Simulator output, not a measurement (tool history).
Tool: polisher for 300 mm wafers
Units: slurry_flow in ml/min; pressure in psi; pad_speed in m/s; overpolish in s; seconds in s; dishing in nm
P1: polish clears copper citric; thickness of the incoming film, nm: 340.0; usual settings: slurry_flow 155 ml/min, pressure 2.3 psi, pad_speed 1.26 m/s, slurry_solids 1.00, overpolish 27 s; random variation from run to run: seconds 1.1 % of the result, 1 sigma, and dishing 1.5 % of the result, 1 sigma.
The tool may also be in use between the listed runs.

run    day  slurry_flow  pressure  pad_speed  slurry_solids  overpolish  wafers polished on this pad  hours since the slurry nozzle was cleaned  hours since the head pressure was calibrated  hours since the slurry blender was calibrated  seconds  dishing
  1  0.225          155       2.3       1.26           1.00          27                          552                                       73.2                                         687.4                                           63.9   157.53   29.191
  2  0.429          155       1.4       1.62           1.00          27                          589                                       78.1                                         692.3                                           68.8   196.31   25.053
  3  0.625          155       2.3       1.26           1.00          41                          625                                       82.8                                         697.0                                           73.5   155.25   36.499
  4  0.800           95       2.3       1.26           1.00          27                          657                                       87.0                                         701.2                                           77.7   177.99   28.477
  5  0.983          155       2.3       1.26           1.00          27                          691                                       91.4                                         705.6                                           82.1   156.24   29.460
  6  1.150          155       2.3       1.26           1.00          27                          721                                       95.4                                         709.6                                           86.1   156.29   29.527
  7  1.288          155       2.3       1.26           1.00          27                          746                                       98.7                                         712.9                                           89.4   155.14   30.130
  8  1.392          220       2.3       1.26           1.00          27                          766                                      101.2                                         715.4                                           91.9   145.48   30.644
  9  1.604          155       2.3       1.90           1.00          27                          804                                      106.3                                         720.5                                           97.0   104.14   35.477
 10  1.717          155       2.3       1.26           0.75          27                          825                                      109.0                                         723.2                                           99.7   166.92   27.976
 11  1.921          155       3.4       1.26           1.00          27                          862                                      113.9                                         728.1                                          104.6   106.25   36.798
 12  2.046          155       2.3       1.26           1.00          11                          885                                      116.9                                         731.1                                          107.6   157.77   15.066
 13  2.188          155       2.3       0.56           1.00          27                          911                                      120.3                                         734.5                                          111.0   340.73   17.516
 14  2.346          155       2.3       1.26           1.00          27                          940                                      124.1                                         738.3                                          114.8   155.79   29.648
 15  2.533          155       2.3       1.26           1.45          27                          974                                      128.6                                         742.8                                          119.3   143.96   30.763
 16  2.638          155       2.3       1.26           1.00          27                          993                                      131.1                                         745.3                                          121.8   155.18   28.986
 17  2.858          155       1.6       1.26           1.00          27                         1034                                      136.4                                         750.6                                          127.1   226.88   22.755

The next listed run, before its measurement:
 18  2.962          155       2.3       1.26           1.00          27                         1053                                      138.9                                         753.1                                          129.6        ?        ?

{"run 18": {"seconds": 157.98, "dishing": 29.623}}
